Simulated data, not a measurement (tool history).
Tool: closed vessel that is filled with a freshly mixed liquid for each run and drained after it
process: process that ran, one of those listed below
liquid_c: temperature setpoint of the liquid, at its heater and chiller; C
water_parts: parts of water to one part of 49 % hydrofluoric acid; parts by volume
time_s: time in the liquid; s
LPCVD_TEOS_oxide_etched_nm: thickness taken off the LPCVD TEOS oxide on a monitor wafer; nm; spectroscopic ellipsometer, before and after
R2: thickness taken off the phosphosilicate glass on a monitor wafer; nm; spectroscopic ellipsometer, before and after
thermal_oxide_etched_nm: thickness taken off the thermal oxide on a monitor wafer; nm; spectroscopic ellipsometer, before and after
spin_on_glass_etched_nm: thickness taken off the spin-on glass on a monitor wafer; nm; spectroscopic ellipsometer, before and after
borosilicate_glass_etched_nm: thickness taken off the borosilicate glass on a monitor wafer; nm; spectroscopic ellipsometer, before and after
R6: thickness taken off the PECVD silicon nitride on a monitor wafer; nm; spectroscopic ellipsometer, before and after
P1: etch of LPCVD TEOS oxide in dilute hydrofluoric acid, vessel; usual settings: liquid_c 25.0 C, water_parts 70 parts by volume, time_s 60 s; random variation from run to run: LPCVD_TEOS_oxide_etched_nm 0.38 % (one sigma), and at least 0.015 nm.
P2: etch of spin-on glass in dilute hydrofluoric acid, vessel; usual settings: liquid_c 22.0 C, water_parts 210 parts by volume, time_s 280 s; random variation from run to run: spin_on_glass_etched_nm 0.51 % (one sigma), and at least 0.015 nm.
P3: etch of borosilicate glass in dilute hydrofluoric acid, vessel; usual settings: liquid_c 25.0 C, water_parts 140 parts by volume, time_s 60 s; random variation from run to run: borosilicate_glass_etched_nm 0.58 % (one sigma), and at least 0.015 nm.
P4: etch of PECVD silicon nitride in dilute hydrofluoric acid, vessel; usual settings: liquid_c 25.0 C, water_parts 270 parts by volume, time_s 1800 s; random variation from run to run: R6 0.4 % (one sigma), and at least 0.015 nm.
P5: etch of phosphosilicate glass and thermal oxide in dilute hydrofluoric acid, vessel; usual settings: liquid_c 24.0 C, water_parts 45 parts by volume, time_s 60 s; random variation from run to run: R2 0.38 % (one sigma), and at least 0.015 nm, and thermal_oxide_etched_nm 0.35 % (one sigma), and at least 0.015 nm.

{"run": 1, "hour": 8.9, "process": "P1", "liquid_c": 25.0, "water_parts": 70, "time_s": 60, "LPCVD_TEOS_oxide_etched_nm": 40.47}
{"run": 2, "hour": 19.5, "process": "P1", "liquid_c": 25.0, "water_parts": 70, "time_s": 60, "LPCVD_TEOS_oxide_etched_nm": 40.415}
{"run": 3, "hour": 25.4, "process": "P1", "liquid_c": 18.5, "water_parts": 70, "time_s": 30, "LPCVD_TEOS_oxide_etched_nm": 15.437}
{"run": 4, "hour": 32.0, "process": "P5", "liquid_c": 24.0, "water_parts": 45, "time_s": 90, "R2": 201.46, "thermal_oxide_etched_nm": 10.26}
{"run": 5, "hour": 39.7, "process": "P2", "liquid_c": 22.0, "water_parts": 120, "time_s": 280, "spin_on_glass_etched_nm": 64.217}
{"run": 6, "hour": 45.8, "process": "P3", "liquid_c": 25.0, "water_parts": 245, "time_s": 60, "borosilicate_glass_etched_nm": 5.6531}
{"run": 7, "hour": 52.8, "process": "P3", "liquid_c": 25.0, "water_parts": 140, "time_s": 60, "borosilicate_glass_etched_nm": 11.195}
{"run": 8, "hour": 62.0, "process": "P4", "liquid_c": 25.0, "water_parts": 270, "time_s": 1800, "R6": 12.418}
{"run": 9, "hour": 68.2, "process": "P5", "liquid_c": 24.0, "water_parts": 45, "time_s": 60, "R2": 133.55, "thermal_oxide_etched_nm": 6.8008}
{"run": 10, "hour": 77.8, "process": "P1", "liquid_c": 17.0, "water_parts": 70, "time_s": 60, "LPCVD_TEOS_oxide_etched_nm": 28.984}
{"run": 11, "hour": 87.6, "process": "P5", "liquid_c": 24.0, "water_parts": 25, "time_s": 60, "R2": 246.15, "thermal_oxide_etched_nm": 12.641}
{"run": 12, "hour": 96.4, "process": "P4", "liquid_c": 25.0, "water_parts": 455, "time_s": 1800, "R6": 7.4237}
{"run": 13, "hour": 105.3, "process": "P1", "liquid_c": 25.0, "water_parts": 110, "time_s": 60, "LPCVD_TEOS_oxide_etched_nm": 24.6}
{"hour": 113.0, "done": "hydrofluoric acid flow meter replaced"}
{"run": 14, "hour": 113.2, "process": "P5", "liquid_c": 18.0, "water_parts": 45, "time_s": 60, "R2": 103.51, "thermal_oxide_etched_nm": 5.2821}
{"run": 15, "hour": 119.5, "process": "P3", "liquid_c": 25.0, "water_parts": 140, "time_s": 60, "borosilicate_glass_etched_nm": 11.114}
{"run": 16, "hour": 129.2, "process": "P2", "liquid_c": 22.0, "water_parts": 210, "time_s": 435, "spin_on_glass_etched_nm": 51.607}
{"run": 17, "hour": 136.0, "process": "P1", "liquid_c": 25.0, "water_parts": 70, "time_s": 60, "LPCVD_TEOS_oxide_etched_nm": 40.249}
{"run": 18, "hour": 144.8, "process": "P4", "liquid_c": 30.0, "water_parts": 270, "time_s": 1800, "R6": 16.632}
{"run": 19, "hour": 155.2, "process": "P1", "liquid_c": 31.0, "water_parts": 70, "time_s": 60, "LPCVD_TEOS_oxide_etched_nm": 51.003}
{"run": 20, "hour": 160.4, "process": "P4", "liquid_c": 25.0, "water_parts": 270, "time_s": 1800, "R6": 12.386}
{"run": 21, "hour": 168.6, "process": "P3", "liquid_c": 30.5, "water_parts": 140, "time_s": 60, "borosilicate_glass_etched_nm": 13.506}
{"run": 22, "hour": 178.8, "process": "P2", "liquid_c": 27.5, "water_parts": 210, "time_s": 280, "spin_on_glass_etched_nm": 40.533}
{"run": 23, "hour": 184.5, "process": "P1", "liquid_c": 25.0, "water_parts": 70, "time_s": 110, "LPCVD_TEOS_oxide_etched_nm": 74.033}
{"run": 24, "hour": 191.2, "process": "P2", "liquid_c": 22.0, "water_parts": 210, "time_s": 280, "spin_on_glass_etched_nm": 32.928}
{"run": 25, "hour": 199.6, "process": "P1", "liquid_c": 25.0, "water_parts": 70, "time_s": 60, "LPCVD_TEOS_oxide_etched_nm": 40.44}
{"run": 26, "hour": 206.7, "process": "P3", "liquid_c": 25.0, "water_parts": 140, "time_s": 30, "borosilicate_glass_etched_nm": 5.5741}
{"run": 27, "hour": 215.8, "process": "P1", "liquid_c": 25.0, "water_parts": 70, "time_s": 60, "LPCVD_TEOS_oxide_etched_nm": 40.732}
{"run": 28, "hour": 223.2, "process": "P1", "liquid_c": 25.0, "water_parts": 70, "time_s": 60, "LPCVD_TEOS_oxide_etched_nm": 40.456}
{"run": 29, "hour": 232.1, "process": "P1", "liquid_c": 25.0, "water_parts": 70, "time_s": 60, "LPCVD_TEOS_oxide_etched_nm": 40.445}
{"run": 30, "hour": 237.0, "process": "P1", "liquid_c": 25.0, "water_parts": 70, "time_s": 30, "LPCVD_TEOS_oxide_etched_nm": 20.156}
{"run": 31, "hour": 242.0, "process": "P2", "liquid_c": 22.0, "water_parts": 210, "time_s": 280, "spin_on_glass_etched_nm": 33.166}
{"run": 32, "hour": 252.0, "process": "P4", "liquid_c": 25.0, "water_parts": 270, "time_s": 620, "R6": 4.2695}
{"run": 33, "hour": 259.1, "process": "P1", "liquid_c": 25.0, "water_parts": 40, "time_s": 60, "LPCVD_TEOS_oxide_etched_nm": 73.824}

The next listed run, before its measurement:
{"run": 34, "hour": 267.2, "process": "P1", "liquid_c": 25.0, "water_parts": 70, "time_s": 60, "LPCVD_TEOS_oxide_etched_nm": "?"}

{"run 34": {"LPCVD_TEOS_oxide_etched_nm": 40.446}}
